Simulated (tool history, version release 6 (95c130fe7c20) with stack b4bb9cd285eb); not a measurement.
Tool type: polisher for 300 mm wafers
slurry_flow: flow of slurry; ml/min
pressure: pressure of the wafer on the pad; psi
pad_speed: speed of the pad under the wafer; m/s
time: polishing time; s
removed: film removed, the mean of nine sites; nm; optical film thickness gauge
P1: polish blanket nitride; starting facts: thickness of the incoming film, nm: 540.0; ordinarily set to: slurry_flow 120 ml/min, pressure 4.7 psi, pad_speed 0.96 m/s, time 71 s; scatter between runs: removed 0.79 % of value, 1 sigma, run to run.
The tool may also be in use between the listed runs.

run	day	slurry_flow	pressure	pad_speed	time	wafers polished on this pad	hours since the slurry nozzle was cleaned	hours since the head pressure was calibrated	removed
1	0.317	120	4.7	0.96	71	239	117.3	771.6	165.010
2	0.892	120	4.7	0.96	71	336	131.1	785.4	162.610
3	1.429	95	4.7	0.96	55	426	144.0	798.3	119.090
4	1.896	120	4.7	0.96	71	504	155.2	809.5	161.620
# day 2.075: worn pad replaced by a new one
5	2.354	120	4.7	0.96	71	46	166.2	820.5	162.090
6	2.729	120	4.7	0.96	106	109	175.2	829.5	240.440
7	3.138	180	4.7	0.96	71	178	185.0	839.3	174.030
8	3.725	120	4.7	0.96	71	276	199.1	853.4	160.550
9	4.208	120	4.7	0.44	71	357	210.7	865.0	85.996
10	4.646	120	4.7	0.96	71	430	221.2	875.5	164.020
11	5.100	120	4.7	0.96	37	506	232.1	886.4	85.716
12	5.725	120	2.1	0.96	71	611	247.1	901.4	72.985
13	6.058	120	4.7	1.52	71	667	255.1	909.4	234.570
14	6.421	70	4.7	0.96	71	728	263.8	918.1	140.620
15	6.812	120	6.6	0.96	71	793	273.2	927.5	225.620
16	7.175	120	4.7	0.96	71	854	281.9	936.2	163.590
17	7.558	120	4.7	0.96	71	918	291.1	945.4	154.860
18	8.221	120	4.7	0.96	71	1029	307.0	961.3	153.320
19	8.746	120	4.7	0.96	71	1117	319.6	973.9	149.240
20	9.054	120	4.7	0.96	71	1169	327.0	981.3	147.450
21	9.375	120	4.7	0.96	71	1223	334.7	989.0	147.390
# day 9.821: worn pad replaced by a new one
22	10.004	120	4.7	0.96	71	31	349.8	1004.1	145.770
23	10.396	120	4.7	0.96	71	96	359.2	1013.5	146.170
24	10.942	120	4.7	0.96	71	188	372.3	1026.6	146.140
25	11.412	120	4.7	0.96	71	267	383.6	1037.9	145.460

Something has made what P1 gives creep away from where it was; the 2 causes below, each at its own stated size, fit the log equally well:
A: slurry flow missing at the pad, % = 35.1
B: head's pressure below its setpoint, % = 10.6
The drift started at roughly day 7.175.
Why every other cause is out:
removal rate lost through wear of the pad, %: its service at day 9.821 followed the start of the drift and did not put the process back to its old value

Of the 4 check runs below, each run on 2 wafers with the results averaged and each result still a question mark, which one would tell the listed causes apart?
check 1	11.883	120	6.1	0.96	71				?
check 2	11.883	120	4.7	0.56	106				?
check 3	11.883	120	2.2	1.36	71				?
check 4	11.883	75	4.7	0.60	71				?

How each check would come out, cause by cause:
check	result	if A	if B
check 1	removed	188.710	188.630
check 2	removed	141.040	140.980
check 3	removed	89.931	89.892
check 4	removed	83.578	88.199
Minimum pairwise separation of causes per check, each pair taken at its best-separating result: check 1 0.04 %; check 2 0.04 %; check 3 0.04 %; check 4 5.38 %
Only in check 4 would the causes give clearly different results; in the remaining checks their results would be nearly the same.

Running check 4 produced the following: removed 87.590 nm. Which one of the listed causes fits?

It was cause B: head's pressure below its setpoint, %.
